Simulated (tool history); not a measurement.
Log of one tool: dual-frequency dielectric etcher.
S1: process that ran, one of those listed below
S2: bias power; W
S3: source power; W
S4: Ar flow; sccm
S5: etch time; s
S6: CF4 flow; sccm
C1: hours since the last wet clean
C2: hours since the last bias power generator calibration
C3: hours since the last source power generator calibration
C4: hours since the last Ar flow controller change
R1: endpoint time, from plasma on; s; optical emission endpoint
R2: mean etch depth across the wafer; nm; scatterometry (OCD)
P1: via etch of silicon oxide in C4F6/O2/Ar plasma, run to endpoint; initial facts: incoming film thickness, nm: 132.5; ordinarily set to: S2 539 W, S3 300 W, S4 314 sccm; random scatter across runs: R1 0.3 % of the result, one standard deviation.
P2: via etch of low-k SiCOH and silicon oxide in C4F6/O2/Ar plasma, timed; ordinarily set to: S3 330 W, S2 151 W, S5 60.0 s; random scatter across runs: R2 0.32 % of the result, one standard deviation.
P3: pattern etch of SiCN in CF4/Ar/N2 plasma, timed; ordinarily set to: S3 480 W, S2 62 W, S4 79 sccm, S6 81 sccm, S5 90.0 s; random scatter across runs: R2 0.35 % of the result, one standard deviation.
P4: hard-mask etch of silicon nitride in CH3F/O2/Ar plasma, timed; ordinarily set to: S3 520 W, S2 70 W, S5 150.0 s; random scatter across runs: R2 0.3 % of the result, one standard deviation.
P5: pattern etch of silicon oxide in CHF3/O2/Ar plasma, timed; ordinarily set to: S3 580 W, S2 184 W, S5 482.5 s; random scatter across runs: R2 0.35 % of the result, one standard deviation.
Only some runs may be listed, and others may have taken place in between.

run 1 day=0.462 | S1=P1 S2=539 S3=300 S4=314 | C1=149.4 C2=413.1 C3=1295.1 C4=597.4 | R1=30.712
run 2 day=0.854 | S1=P2 S2=151 S3=330 S5=86.0 | C1=158.8 C2=422.5 C3=1304.5 C4=606.8 | R2=197.050
run 3 day=1.146 | S1=P1 S2=539 S3=190 S4=314 | C1=165.8 C2=429.5 C3=1311.5 C4=613.8 | R1=36.314
run 4 day=1.608 | S1=P5 S2=184 S3=580 S5=366.0 | C1=176.9 C2=440.6 C3=1322.6 C4=624.9 | R2=709.960
run 5 day=1.933 | S1=P2 S2=112 S3=330 S5=60.0 | C1=184.7 C2=448.4 C3=1330.4 C4=632.7 | R2=125.290
run 6 day=2.329 | S1=P1 S2=539 S3=300 S4=314 | C1=194.2 C2=457.9 C3=1339.9 C4=642.2 | R1=30.713
run 7 day=2.621 | S1=P5 S2=184 S3=580 S5=482.5 | C1=201.2 C2=464.9 C3=1346.9 C4=649.2 | R2=935.070
run 8 day=2.908 | S1=P1 S2=368 S3=300 S4=392 | C1=208.1 C2=471.8 C3=1353.8 C4=656.1 | R1=36.180
run 9 day=3.304 | S1=P4 S2=70 S3=520 S5=215.5 | C1=217.6 C2=481.3 C3=1363.3 C4=665.6 | R2=164.360
run 10 day=3.633 | S1=P1 S2=665 S3=300 S4=314 | C1=225.5 C2=489.2 C3=1371.2 C4=673.5 | R1=28.265
run 11 day=4.083 | S1=P1 S2=539 S3=300 S4=314 | C1=236.3 C2=500.0 C3=1382.0 C4=684.3 | R1=30.756
run 12 day=4.546 | S1=P3 S2=62 S3=670 S4=79 S5=90.0 S6=81 | C1=247.4 C2=511.1 C3=1393.1 C4=695.4 | R2=110.750
run 13 day=4.829 | S1=P3 S2=62 S3=480 S4=79 S5=90.0 S6=81 | C1=254.2 C2=517.9 C3=1399.9 C4=702.2 | R2=81.710
run 14 day=5.104 | S1=P2 S2=151 S3=330 S5=60.0 | C1=260.8 C2=524.5 C3=1406.5 C4=708.8 | R2=137.000
run 15 day=5.333 | S1=P1 S2=539 S3=300 S4=314 | C1=266.3 C2=530.0 C3=1412.0 C4=714.3 | R1=30.666
run 16 day=5.779 | S1=P1 S2=539 S3=300 S4=314 | C1=277.0 C2=540.7 C3=1422.7 C4=725.0 | R1=30.843
run 17 day=6.188 | S1=P1 S2=539 S3=300 S4=439 | C1=286.8 C2=550.5 C3=1432.5 C4=734.8 | R1=31.951
-- day=6.275 wet clean of the chamber
run 18 day=6.592 | S1=P3 S2=62 S3=480 S4=79 S5=63.0 S6=81 | C1=7.7 C2=560.2 C3=1442.2 C4=744.5 | R2=57.439
run 19 day=6.917 | S1=P4 S2=70 S3=700 S5=150.0 | C1=15.5 C2=568.0 C3=1450.0 C4=752.3 | R2=127.960
run 20 day=7.121 | S1=P3 S2=75 S3=480 S4=79 S5=90.0 S6=81 | C1=20.4 C2=572.9 C3=1454.9 C4=757.2 | R2=87.432
run 21 day=7.383 | S1=P1 S2=361 S3=300 S4=314 | C1=26.7 C2=579.2 C3=1461.2 C4=763.5 | R1=35.697
run 22 day=7.633 | S1=P1 S2=698 S3=380 S4=314 | C1=32.7 C2=585.2 C3=1467.2 C4=769.5 | R1=25.552
run 23 day=8.088 | S1=P5 S2=221 S3=580 S5=482.5 | C1=43.6 C2=596.1 C3=1478.1 C4=780.4 | R2=1001.100
run 24 day=8.404 | S1=P4 S2=70 S3=520 S5=150.0 | C1=51.2 C2=603.7 C3=1485.7 C4=788.0 | R2=115.020
run 25 day=8.733 | S1=P5 S2=184 S3=580 S5=482.5 | C1=59.1 C2=611.6 C3=1493.6 C4=795.9 | R2=935.920
run 26 day=9.100 | S1=P3 S2=62 S3=480 S4=112 S5=90.0 S6=81 | C1=67.9 C2=620.4 C3=1502.4 C4=804.7 | R2=78.360
run 27 day=9.550 | S1=P2 S2=151 S3=230 S5=60.0 | C1=78.7 C2=631.2 C3=1513.2 C4=815.5 | R2=119.370
run 28 day=9.821 | S1=P4 S2=70 S3=520 S5=150.0 | C1=85.2 C2=637.7 C3=1519.7 C4=822.0 | R2=115.020
run 29 day=10.133 | S1=P3 S2=62 S3=480 S4=79 S5=90.0 S6=101 | C1=92.7 C2=645.2 C3=1527.2 C4=829.5 | R2=84.826
run 30 day=10.483 | S1=P5 S2=184 S3=400 S5=482.5 | C1=101.1 C2=653.6 C3=1535.6 C4=837.9 | R2=815.790
run 31 day=10.767 | S1=P1 S2=539 S3=430 S4=314 | C1=107.9 C2=660.4 C3=1542.4 C4=844.7 | R1=26.942
run 32 day=11.058 | S1=P1 S2=539 S3=300 S4=314 | C1=114.9 C2=667.4 C3=1549.4 C4=851.7 | R1=30.752
run 33 day=11.312 | S1=P1 S2=539 S3=300 S4=185 | C1=121.0 C2=673.5 C3=1555.5 C4=857.8 | R1=28.872
run 34 day=11.775 | S1=P4 S2=96 S3=520 S5=150.0 | C1=132.1 C2=684.6 C3=1566.6 C4=868.9 | R2=128.040
run 35 day=12.100 | S1=P1 S2=539 S3=300 S4=314 | C1=139.9 C2=692.4 C3=1574.4 C4=876.7 | R1=30.845
run 36 day=12.504 | S1=P1 S2=539 S3=300 S4=314 | C1=149.6 C2=702.1 C3=1584.1 C4=886.4 | R1=30.662
run 37 day=12.954 | S1=P1 S2=539 S3=300 S4=314 | C1=160.4 C2=712.9 C3=1594.9 C4=897.2 | R1=30.503
run 38 day=13.254 | S1=P1 S2=539 S3=300 S4=314 | C1=167.6 C2=720.1 C3=1602.1 C4=904.4 | R1=30.415
run 39 day=13.529 | S1=P1 S2=539 S3=300 S4=314 | C1=174.2 C2=726.7 C3=1608.7 C4=911.0 | R1=30.480
run 40 day=13.825 | S1=P1 S2=539 S3=300 S4=314 | C1=181.3 C2=733.8 C3=1615.8 C4=918.1 | R1=30.362
-- day=13.850 wet clean of the chamber
-- day=13.942 Ar flow controller replaced
run 41 day=14.212 | S1=P1 S2=539 S3=300 S4=314 | C1=8.7 C2=743.1 C3=1625.1 C4=6.6 | R1=30.303
run 42 day=14.508 | S1=P1 S2=539 S3=300 S4=314 | C1=15.8 C2=750.2 C3=1632.2 C4=13.7 | R1=30.192
run 43 day=14.958 | S1=P1 S2=539 S3=300 S4=314 | C1=26.6 C2=761.0 C3=1643.0 C4=24.5 | R1=30.187
run 44 day=15.171 | S1=P1 S2=539 S3=300 S4=314 | C1=31.7 C2=766.1 C3=1648.1 C4=29.6 | R1=30.248

Estimate the outcome of run 45 from the log above:
run 45 day=15.479 | S1=P1 S2=539 S3=300 S4=314 | C1=39.1 C2=773.5 C3=1655.5 C4=37.0 | R1=?

{"run 45": {"R1": 30.284}}

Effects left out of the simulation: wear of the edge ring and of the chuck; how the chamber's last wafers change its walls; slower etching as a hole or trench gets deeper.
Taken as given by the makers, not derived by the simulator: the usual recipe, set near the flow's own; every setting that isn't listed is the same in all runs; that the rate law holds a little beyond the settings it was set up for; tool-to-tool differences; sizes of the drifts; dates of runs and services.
